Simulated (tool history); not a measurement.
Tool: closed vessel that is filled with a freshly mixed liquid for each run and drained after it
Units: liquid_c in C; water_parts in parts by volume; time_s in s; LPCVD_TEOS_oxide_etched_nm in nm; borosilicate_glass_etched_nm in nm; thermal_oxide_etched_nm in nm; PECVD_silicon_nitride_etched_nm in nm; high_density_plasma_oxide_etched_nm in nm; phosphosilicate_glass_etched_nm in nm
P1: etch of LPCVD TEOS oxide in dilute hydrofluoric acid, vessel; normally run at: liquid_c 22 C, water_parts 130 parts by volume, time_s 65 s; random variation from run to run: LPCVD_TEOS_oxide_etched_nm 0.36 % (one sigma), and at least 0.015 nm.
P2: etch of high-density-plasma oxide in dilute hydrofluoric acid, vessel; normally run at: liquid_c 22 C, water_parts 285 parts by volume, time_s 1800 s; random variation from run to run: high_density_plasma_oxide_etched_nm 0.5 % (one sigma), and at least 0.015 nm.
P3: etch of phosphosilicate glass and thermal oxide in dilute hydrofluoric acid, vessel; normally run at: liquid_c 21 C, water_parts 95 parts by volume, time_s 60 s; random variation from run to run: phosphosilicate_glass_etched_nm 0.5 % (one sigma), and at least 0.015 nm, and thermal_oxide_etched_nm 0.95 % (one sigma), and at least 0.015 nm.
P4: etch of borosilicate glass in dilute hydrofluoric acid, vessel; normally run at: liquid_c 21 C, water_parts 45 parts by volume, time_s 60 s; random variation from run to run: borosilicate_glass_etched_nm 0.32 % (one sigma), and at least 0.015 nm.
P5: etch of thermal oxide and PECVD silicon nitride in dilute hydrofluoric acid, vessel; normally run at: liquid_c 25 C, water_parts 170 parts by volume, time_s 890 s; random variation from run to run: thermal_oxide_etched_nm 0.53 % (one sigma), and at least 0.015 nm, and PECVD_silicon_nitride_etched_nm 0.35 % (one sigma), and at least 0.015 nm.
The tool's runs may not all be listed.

run,day,process,liquid_c,water_parts,time_s,LPCVD_TEOS_oxide_etched_nm,borosilicate_glass_etched_nm,thermal_oxide_etched_nm,PECVD_silicon_nitride_etched_nm,high_density_plasma_oxide_etched_nm,phosphosilicate_glass_etched_nm
1,0.421,P1,22,130,65,7.5121,,,,,
2,0.967,P4,21,45,100,,38.661,,,,
3,1.467,P5,32.5,170,890,,,31.74,49.522,,
4,2.046,P1,22,205,65,4.4031,,,,,
5,2.75,P1,22,130,65,7.5337,,,,,
6,3.217,P1,22,130,65,7.4237,,,,,
7,3.575,P2,22,285,95,,,,,1.2811,
8,3.988,P1,17,130,65,6.1396,,,,,
9,4.721,P5,25,250,890,,,15.161,21.386,,
10,5.492,P4,28.5,45,60,,31.531,,,,
11,6.012,P1,22,130,30,3.4848,,,,,
12,6.704,P1,22,130,115,13.231,,,,,
13,7.421,P4,21,75,60,,13.448,,,,
14,8.167,P3,21,95,60,,,2.422,,,60.85
15,8.671,P4,21,45,60,,23.281,,,,
16,9.171,P1,27,130,65,9.1409,,,,,
17,9.825,P3,17,95,60,,,2.0305,,,51.219
18,10.488,P3,21,30,60,,,8.2135,,,206.41
19,10.879,P5,25,170,890,,,24.208,31.259,,
20,11.225,P5,25,170,30,,,0.78444,1.0751,,
21,11.596,P2,22,285,1800,,,,,24.728,
22,12.138,P3,21,95,60,,,2.3827,,,60.172
23,12.492,P2,22,285,1800,,,,,24.754,
24,12.938,P1,22,130,65,7.509,,,,,
25,13.358,P5,25,170,890,,,24.354,31.309,,
26,13.812,P1,22,200,30,2.061,,,,,
27,14.371,P3,21,95,30,,,1.1899,,,30.401
28,14.962,P2,22,65,1800,,,,,136.19,
29,15.554,P1,22,130,65,7.5125,,,,,
30,16.092,P1,22,80,125,24.784,,,,,
31,16.808,P2,17,285,1800,,,,,20.514,

Run 32 comes next. What will it give?
32,17.467,P1,22,80,65,?,,,,,

Run 32 gave LPCVD_TEOS_oxide_etched_nm 12.878 nm.
